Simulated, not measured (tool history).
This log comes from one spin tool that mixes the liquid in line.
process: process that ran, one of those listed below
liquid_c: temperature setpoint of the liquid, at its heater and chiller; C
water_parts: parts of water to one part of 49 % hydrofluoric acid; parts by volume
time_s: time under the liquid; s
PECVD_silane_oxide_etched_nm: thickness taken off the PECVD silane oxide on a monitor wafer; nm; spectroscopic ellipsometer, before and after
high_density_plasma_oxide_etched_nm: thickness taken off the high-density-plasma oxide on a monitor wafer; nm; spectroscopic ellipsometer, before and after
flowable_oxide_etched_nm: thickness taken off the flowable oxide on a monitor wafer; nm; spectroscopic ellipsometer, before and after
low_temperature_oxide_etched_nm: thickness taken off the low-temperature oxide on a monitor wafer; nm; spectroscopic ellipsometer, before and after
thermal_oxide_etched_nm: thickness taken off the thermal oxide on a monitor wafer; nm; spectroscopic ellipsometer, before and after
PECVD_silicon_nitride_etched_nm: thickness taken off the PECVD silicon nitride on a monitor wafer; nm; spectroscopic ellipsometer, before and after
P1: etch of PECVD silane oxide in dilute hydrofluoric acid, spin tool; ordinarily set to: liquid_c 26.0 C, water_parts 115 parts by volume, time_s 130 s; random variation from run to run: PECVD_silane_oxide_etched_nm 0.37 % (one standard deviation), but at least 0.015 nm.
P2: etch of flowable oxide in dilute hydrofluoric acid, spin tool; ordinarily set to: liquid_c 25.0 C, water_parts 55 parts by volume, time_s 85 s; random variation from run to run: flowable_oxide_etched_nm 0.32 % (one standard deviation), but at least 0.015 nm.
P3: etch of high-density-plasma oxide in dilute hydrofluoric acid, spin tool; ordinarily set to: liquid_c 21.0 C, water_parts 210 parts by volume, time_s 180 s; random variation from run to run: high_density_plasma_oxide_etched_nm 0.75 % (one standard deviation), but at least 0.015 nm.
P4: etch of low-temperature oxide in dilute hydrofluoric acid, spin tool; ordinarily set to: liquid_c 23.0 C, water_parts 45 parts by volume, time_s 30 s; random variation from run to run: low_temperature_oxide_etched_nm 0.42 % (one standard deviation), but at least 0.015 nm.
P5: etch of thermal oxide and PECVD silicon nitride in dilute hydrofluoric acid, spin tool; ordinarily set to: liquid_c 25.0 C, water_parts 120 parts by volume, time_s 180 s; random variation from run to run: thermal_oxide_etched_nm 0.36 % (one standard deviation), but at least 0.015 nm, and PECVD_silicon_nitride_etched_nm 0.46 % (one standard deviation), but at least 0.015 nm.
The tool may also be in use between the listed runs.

run   hour  process  liquid_c  water_parts  time_s  PECVD_silane_oxide_etched_nm  high_density_plasma_oxide_etched_nm  flowable_oxide_etched_nm  low_temperature_oxide_etched_nm  thermal_oxide_etched_nm  PECVD_silicon_nitride_etched_nm
  1    7.2       P1      26.0          115     130                       30.1400
  2   13.3       P3      17.0          210     180                                                             2.8088
  3   21.2       P3      21.0          210     180                                                             3.3517
  4   29.0       P1      26.0          160      70                       11.1200
  5   34.5       P2      25.0           55      85                                                                                       57.169
  6   42.8       P4      23.0           45      30                                                                                                                       16.9430
  7   49.9       P1      26.0          115     130                       30.1660
  8   58.8       P1      26.0          115     130                       30.2880
  9   66.5       P5      25.0          120     180                                                                                                                                                 7.1822                           8.7651
 10   75.6       P1      26.0          115     130                       30.1540
 11   82.6       P2      32.5           55      85                                                                                       76.790
 12   88.0       P4      23.0           25      30                                                                                                                       31.3630
 13   95.3       P4      23.0           45      15                                                                                                                        8.4193
 14  101.0       P1      26.0          115     130                       30.0940
 15  109.6       P5      25.0          120     180                                                                                                                                                 7.2776                           8.8154
 16  117.8       P1      26.0          190     130                       16.7140
 17  126.2       P5      25.0           70     180                                                                                                                                                13.2800                          14.9740
 18  135.4       P5      32.0          120     180                                                                                                                                                 9.4314                          13.5720
 19  141.4       P3      21.0          210     340                                                             6.2191
 20  151.0       P1      29.5          115     130                       34.4350
 21  158.1       P4      31.0           45      30                                                                                                                       23.3420
 22  164.0       P1      26.0          115      30                        6.9915
 23  170.2       P3      21.0          340     180                                                             1.8269
 24  178.4       P2      25.0           55      15                                                                                       10.103
 25  187.6       P5      25.0          120      25                                                                                                                                                 1.0125                           1.2273
 26  193.3       P1      26.0          115     130                       29.9930
 27  198.3       P4      23.0           45      30                                                                                                                       16.7760
 28  207.1       P2      25.0           55      85                                                                                       57.134
 29  213.7       P2      25.0          105      85                                                                                       28.046
 30  219.5       P1      26.0          115     130                       30.2630
 31  225.9       P1      26.0           25     130                      156.7700
 32  234.0       P1      26.0          115     240                       55.7510
 33  242.5       P1      19.5          115     130                       23.1810
 34  247.4       P1      26.0          115     130                       30.1160
 35  253.2       P1      26.0          115     130                       30.7090
 36  262.1       P1      26.0          115     130                       31.1710
 37  266.7       P1      26.0          115     130                       31.1750

Estimate the outcome of run 38 from the log above:
 38  272.8       P1      26.0          115     130                             ?

PECVD_silane_oxide_etched_nm: 31.4600 nm

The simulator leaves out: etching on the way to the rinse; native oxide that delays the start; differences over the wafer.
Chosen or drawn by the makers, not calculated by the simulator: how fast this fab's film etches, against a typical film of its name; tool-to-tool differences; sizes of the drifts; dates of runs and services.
